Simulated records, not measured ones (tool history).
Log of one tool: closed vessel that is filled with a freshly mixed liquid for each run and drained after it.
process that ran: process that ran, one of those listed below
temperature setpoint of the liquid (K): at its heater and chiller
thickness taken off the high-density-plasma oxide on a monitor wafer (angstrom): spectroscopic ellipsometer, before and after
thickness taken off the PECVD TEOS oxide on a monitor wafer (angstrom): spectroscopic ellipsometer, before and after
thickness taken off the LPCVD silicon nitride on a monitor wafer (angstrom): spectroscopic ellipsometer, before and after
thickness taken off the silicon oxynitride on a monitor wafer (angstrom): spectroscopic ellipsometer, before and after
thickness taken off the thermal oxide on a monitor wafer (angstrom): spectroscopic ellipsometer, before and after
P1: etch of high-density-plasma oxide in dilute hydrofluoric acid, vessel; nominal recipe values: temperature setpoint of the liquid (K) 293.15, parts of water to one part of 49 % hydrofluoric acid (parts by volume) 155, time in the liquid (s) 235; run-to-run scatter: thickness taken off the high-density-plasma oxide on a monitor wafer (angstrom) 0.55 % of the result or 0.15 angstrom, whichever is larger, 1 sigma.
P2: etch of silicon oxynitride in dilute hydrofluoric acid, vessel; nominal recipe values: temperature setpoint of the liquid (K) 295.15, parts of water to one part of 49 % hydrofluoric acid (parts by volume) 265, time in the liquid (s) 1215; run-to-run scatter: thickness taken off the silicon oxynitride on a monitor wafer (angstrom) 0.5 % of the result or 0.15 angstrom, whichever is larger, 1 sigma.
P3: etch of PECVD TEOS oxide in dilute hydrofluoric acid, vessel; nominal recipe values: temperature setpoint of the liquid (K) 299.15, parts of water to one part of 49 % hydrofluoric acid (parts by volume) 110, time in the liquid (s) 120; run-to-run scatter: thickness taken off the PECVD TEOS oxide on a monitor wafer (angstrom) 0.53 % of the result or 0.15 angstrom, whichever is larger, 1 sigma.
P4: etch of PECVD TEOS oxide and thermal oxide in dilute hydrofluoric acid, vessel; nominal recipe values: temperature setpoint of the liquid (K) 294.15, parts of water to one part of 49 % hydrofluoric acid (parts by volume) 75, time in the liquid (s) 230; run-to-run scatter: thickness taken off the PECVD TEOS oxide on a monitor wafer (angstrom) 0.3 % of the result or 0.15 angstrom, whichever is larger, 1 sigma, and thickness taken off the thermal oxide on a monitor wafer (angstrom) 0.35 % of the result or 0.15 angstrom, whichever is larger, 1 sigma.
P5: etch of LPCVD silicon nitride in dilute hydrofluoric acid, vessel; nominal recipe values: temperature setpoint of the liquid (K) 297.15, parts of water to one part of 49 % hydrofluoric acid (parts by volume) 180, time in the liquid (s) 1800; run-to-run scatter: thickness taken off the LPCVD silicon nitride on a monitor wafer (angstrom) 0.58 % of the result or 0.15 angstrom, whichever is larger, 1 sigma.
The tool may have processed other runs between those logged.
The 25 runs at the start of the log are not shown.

run   hour  process that ran  temperature setpoint of the liquid (K)  parts of water to one part of 49 % hydrofluoric acid (parts by volume)  time in the liquid (s)  hours since the thermometer was replaced  hours since the hydrofluoric acid flow meter was replaced  thickness taken off the high-density-plasma oxide on a monitor wafer (angstrom)  thickness taken off the PECVD TEOS oxide on a monitor wafer (angstrom)  thickness taken off the LPCVD silicon nitride on a monitor wafer (angstrom)  thickness taken off the silicon oxynitride on a monitor wafer (angstrom)  thickness taken off the thermal oxide on a monitor wafer (angstrom)
 26  155.6                P2                                  295.15                                                                     265                     250                                       804                                                     1814.2                                                                                                                                                                                                                                                                                                          22.492
 27    163                P1                                  293.15                                                                     155                     105                                     811.4                                                     1821.6                                                                            29.91
 28  170.8                P1                                  293.15                                                                     155                     235                                     819.2                                                     1829.4                                                                           66.565
 29  177.5                P4                                  290.15                                                                      75                     230                                     825.9                                                     1836.1                                                                                                                                                   432.92                                                                                                                                                                                                                      115.46
 30  181.5                P1                                  293.15                                                                     155                     235                                     829.9                                                     1840.1                                                                           66.563
 31  187.6                P5                                  297.15                                                                     310                    1800                                       836                                                     1846.2                                                                                                                                                                                                                                31.068
 32  191.9                P4                                  294.15                                                                      75                     230                                     840.3                                                     1850.5                                                                                                                                                   511.26                                                                                                                                                                                                                      136.72
 33  200.1                P1                                  290.15                                                                      50                     235                                     848.5                                                     1858.7                                                                           203.33
 34  205.5                P1                                  293.15                                                                     155                     235                                     853.9                                                     1864.1                                                                           66.776

Run 35 is up next; what results do you expect?
 35  210.9                P1                                  293.15                                                                     155                     235                                     859.3                                                     1869.5                                                                                ?

Run 35 gave thickness taken off the high-density-plasma oxide on a monitor wafer (angstrom) 68.732.

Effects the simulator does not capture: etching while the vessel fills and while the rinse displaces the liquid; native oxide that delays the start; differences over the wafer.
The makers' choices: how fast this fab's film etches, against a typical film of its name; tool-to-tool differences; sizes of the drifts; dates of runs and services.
